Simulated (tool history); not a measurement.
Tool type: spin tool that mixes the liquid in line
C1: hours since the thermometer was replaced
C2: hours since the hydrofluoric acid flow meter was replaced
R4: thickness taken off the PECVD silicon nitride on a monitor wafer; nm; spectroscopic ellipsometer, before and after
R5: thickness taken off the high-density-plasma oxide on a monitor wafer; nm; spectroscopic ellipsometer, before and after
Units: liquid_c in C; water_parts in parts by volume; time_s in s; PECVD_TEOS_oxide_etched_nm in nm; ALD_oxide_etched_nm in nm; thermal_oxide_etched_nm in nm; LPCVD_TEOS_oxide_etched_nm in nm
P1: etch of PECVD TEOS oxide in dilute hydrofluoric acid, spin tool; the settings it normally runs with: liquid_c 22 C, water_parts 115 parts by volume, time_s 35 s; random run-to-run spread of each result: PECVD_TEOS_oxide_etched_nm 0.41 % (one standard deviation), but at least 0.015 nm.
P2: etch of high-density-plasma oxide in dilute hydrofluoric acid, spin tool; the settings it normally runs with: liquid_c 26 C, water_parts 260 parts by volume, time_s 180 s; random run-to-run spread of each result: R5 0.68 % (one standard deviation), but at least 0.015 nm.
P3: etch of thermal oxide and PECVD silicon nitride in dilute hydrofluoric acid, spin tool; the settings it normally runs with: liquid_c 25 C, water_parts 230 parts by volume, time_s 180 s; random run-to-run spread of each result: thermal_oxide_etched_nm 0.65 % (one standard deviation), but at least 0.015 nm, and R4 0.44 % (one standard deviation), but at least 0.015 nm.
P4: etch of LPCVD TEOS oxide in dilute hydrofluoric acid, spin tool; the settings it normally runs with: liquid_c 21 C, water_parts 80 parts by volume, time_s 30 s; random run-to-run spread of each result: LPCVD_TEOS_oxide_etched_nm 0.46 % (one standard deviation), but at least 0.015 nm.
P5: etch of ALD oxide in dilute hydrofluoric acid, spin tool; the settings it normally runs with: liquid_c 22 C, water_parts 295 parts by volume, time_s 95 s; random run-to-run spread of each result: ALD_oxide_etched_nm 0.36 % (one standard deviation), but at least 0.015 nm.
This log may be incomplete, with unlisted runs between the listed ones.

run 1 hour=9 | process=P1 liquid_c=22 water_parts=115 time_s=35 | C1=744.8 C2=1012.2 | PECVD_TEOS_oxide_etched_nm=7.7966
run 2 hour=15 | process=P5 liquid_c=22 water_parts=100 time_s=95 | C1=750.8 C2=1018.2 | ALD_oxide_etched_nm=20.421
run 3 hour=22.2 | process=P3 liquid_c=25 water_parts=230 time_s=180 | C1=758 C2=1025.4 | thermal_oxide_etched_nm=3.3892 R4=4.8001
run 4 hour=30 | process=P1 liquid_c=22 water_parts=115 time_s=55 | C1=765.8 C2=1033.2 | PECVD_TEOS_oxide_etched_nm=12.294
run 5 hour=38.2 | process=P3 liquid_c=31 water_parts=230 time_s=180 | C1=774 C2=1041.4 | thermal_oxide_etched_nm=4.2119 R4=6.8825
run 6 hour=44.3 | process=P1 liquid_c=17 water_parts=75 time_s=35 | C1=780.1 C2=1047.5 | PECVD_TEOS_oxide_etched_nm=10.264
run 7 hour=54.7 | process=P1 liquid_c=22 water_parts=115 time_s=35 | C1=790.5 C2=1057.9 | PECVD_TEOS_oxide_etched_nm=7.866
run 8 hour=63.3 | process=P2 liquid_c=26 water_parts=150 time_s=180 | C1=799.1 C2=1066.5 | R5=6.0869
run 9 hour=73.7 | process=P1 liquid_c=22 water_parts=115 time_s=35 | C1=809.5 C2=1076.9 | PECVD_TEOS_oxide_etched_nm=7.831
run 10 hour=80.5 | process=P5 liquid_c=22 water_parts=295 time_s=160 | C1=816.3 C2=1083.7 | ALD_oxide_etched_nm=9.4496
run 11 hour=86.4 | process=P1 liquid_c=17 water_parts=115 time_s=35 | C1=822.2 C2=1089.6 | PECVD_TEOS_oxide_etched_nm=6.3816
run 12 hour=96.3 | process=P4 liquid_c=29.5 water_parts=80 time_s=30 | C1=832.1 C2=1099.5 | LPCVD_TEOS_oxide_etched_nm=26.516
run 13 hour=103.6 | process=P5 liquid_c=17 water_parts=295 time_s=95 | C1=839.4 C2=1106.8 | ALD_oxide_etched_nm=4.6703
run 14 hour=114.7 | process=P2 liquid_c=19 water_parts=260 time_s=180 | C1=850.5 C2=1117.9 | R5=2.4838
run 15 hour=122 | process=P2 liquid_c=26 water_parts=260 time_s=180 | C1=857.8 C2=1125.2 | R5=3.1096
run 16 hour=132.5 | process=P3 liquid_c=25 water_parts=230 time_s=50 | C1=868.3 C2=1135.7 | thermal_oxide_etched_nm=0.94076 R4=1.3614
run 17 hour=142.9 | process=P1 liquid_c=22 water_parts=115 time_s=35 | C1=878.7 C2=1146.1 | PECVD_TEOS_oxide_etched_nm=7.8633
run 18 hour=147.8 | process=P3 liquid_c=25 water_parts=405 time_s=180 | C1=883.6 C2=1151 | thermal_oxide_etched_nm=1.6399 R4=2.7371
run 19 hour=158 | process=P4 liquid_c=21 water_parts=80 time_s=55 | C1=893.8 C2=1161.2 | LPCVD_TEOS_oxide_etched_nm=34.669
run 20 hour=167.1 | process=P2 liquid_c=26 water_parts=260 time_s=320 | C1=902.9 C2=1170.3 | R5=5.5317
run 21 hour=173.7 | process=P4 liquid_c=21 water_parts=145 time_s=30 | C1=909.5 C2=1176.9 | LPCVD_TEOS_oxide_etched_nm=9.775
run 22 hour=184.4 | process=P1 liquid_c=22 water_parts=115 time_s=35 | C1=920.2 C2=1187.6 | PECVD_TEOS_oxide_etched_nm=7.8043
run 23 hour=194.9 | process=P1 liquid_c=22 water_parts=115 time_s=15 | C1=930.7 C2=1198.1 | PECVD_TEOS_oxide_etched_nm=3.3648
run 24 hour=201.7 | process=P1 liquid_c=26 water_parts=190 time_s=35 | C1=937.5 C2=1204.9 | PECVD_TEOS_oxide_etched_nm=5.0458
run 25 hour=209.5 | process=P1 liquid_c=22 water_parts=115 time_s=35 | C1=945.3 C2=1212.7 | PECVD_TEOS_oxide_etched_nm=7.8739
run 26 hour=214.5 | process=P4 liquid_c=21 water_parts=80 time_s=30 | C1=950.3 C2=1217.7 | LPCVD_TEOS_oxide_etched_nm=18.97
run 27 hour=225.1 | process=P5 liquid_c=22 water_parts=295 time_s=95 | C1=960.9 C2=1228.3 | ALD_oxide_etched_nm=5.6326
run 28 hour=232 | process=P1 liquid_c=22 water_parts=160 time_s=35 | C1=967.8 C2=1235.2 | PECVD_TEOS_oxide_etched_nm=5.3172
run 29 hour=238.5 | process=P1 liquid_c=22 water_parts=30 time_s=35 | C1=974.3 C2=1241.7 | PECVD_TEOS_oxide_etched_nm=33.052
run 30 hour=243.7 | process=P1 liquid_c=29.5 water_parts=115 time_s=35 | C1=979.5 C2=1246.9 | PECVD_TEOS_oxide_etched_nm=10.388
run 31 hour=253.1 | process=P2 liquid_c=26 water_parts=260 time_s=180 | C1=988.9 C2=1256.3 | R5=3.1567
run 32 hour=264.1 | process=P5 liquid_c=22 water_parts=295 time_s=95 | C1=999.9 C2=1267.3 | ALD_oxide_etched_nm=5.5717
run 33 hour=271.4 | process=P1 liquid_c=22 water_parts=115 time_s=35 | C1=1007.2 C2=1274.6 | PECVD_TEOS_oxide_etched_nm=7.841
run 34 hour=276.7 | process=P1 liquid_c=22 water_parts=115 time_s=35 | C1=1012.5 C2=1279.9 | PECVD_TEOS_oxide_etched_nm=7.6555
run 35 hour=287.4 | process=P1 liquid_c=22 water_parts=115 time_s=35 | C1=1023.2 C2=1290.6 | PECVD_TEOS_oxide_etched_nm=7.487
run 36 hour=297.1 | process=P1 liquid_c=22 water_parts=115 time_s=35 | C1=1032.9 C2=1300.3 | PECVD_TEOS_oxide_etched_nm=7.3323
run 37 hour=307.1 | process=P1 liquid_c=22 water_parts=115 time_s=35 | C1=1042.9 C2=1310.3 | PECVD_TEOS_oxide_etched_nm=7.3027
run 38 hour=314.9 | process=P1 liquid_c=22 water_parts=115 time_s=35 | C1=1050.7 C2=1318.1 | PECVD_TEOS_oxide_etched_nm=7.3113
run 39 hour=321.7 | process=P1 liquid_c=22 water_parts=115 time_s=35 | C1=1057.5 C2=1324.9 | PECVD_TEOS_oxide_etched_nm=7.2441
run 40 hour=326.8 | process=P1 liquid_c=22 water_parts=115 time_s=35 | C1=1062.6 C2=1330 | PECVD_TEOS_oxide_etched_nm=7.301
run 41 hour=337.6 | process=P1 liquid_c=22 water_parts=115 time_s=35 | C1=1073.4 C2=1340.8 | PECVD_TEOS_oxide_etched_nm=7.2289

What P1 gives has crept off from where it sat before. The 2 causes that follow fit the log equally well, each at the size noted:
A: liquid colder than its thermometer reads (K) = 1.92
B: hydrofluoric acid flow below the setpoint (%) = 6.56
The process output started creeping at around hour 271.4.

Below are 4 check runs, each on a single wafer, with their results shown as question marks. Which of them would tell the listed causes apart, meaning the causes would give clearly different results under it?
run check 1 hour=348.4 | process=P4 liquid_c=21 water_parts=125 time_s=30 | LPCVD_TEOS_oxide_etched_nm=?
run check 2 hour=348.4 | process=P3 liquid_c=28.5 water_parts=230 time_s=180 | thermal_oxide_etched_nm=? R4=?
run check 3 hour=348.4 | process=P2 liquid_c=20.5 water_parts=260 time_s=180 | R5=?
run check 4 hour=348.4 | process=P5 liquid_c=17 water_parts=165 time_s=95 | ALD_oxide_etched_nm=?

What each check would give under each cause:
check=check_1 result=LPCVD_TEOS_oxide_etched_nm if_A=10.689 if_B=10.69
check=check_2 result=thermal_oxide_etched_nm if_A=3.5656 if_B=3.497
check=check_2 result=R4 if_A=5.2764 if_B=5.5313
check=check_3 result=R5 if_A=2.3909 if_B=2.3607
check=check_4 result=ALD_oxide_etched_nm if_A=8.6815 if_B=8.6817
Per-check spread between the two closest causes, in the result where they differ most: check 1 0.01 %; check 2 4.72 %; check 3 1.27 %; check 4 0 %
Check 2 distinguishes between the causes, while the remaining checks would return nearly the same result for all of them.

Running check 2 produced the following: thermal_oxide_etched_nm 3.487 nm; R4 5.5372 nm. Which one of the listed causes fits?

The correct cause is B, namely: hydrofluoric acid flow below the setpoint (%).
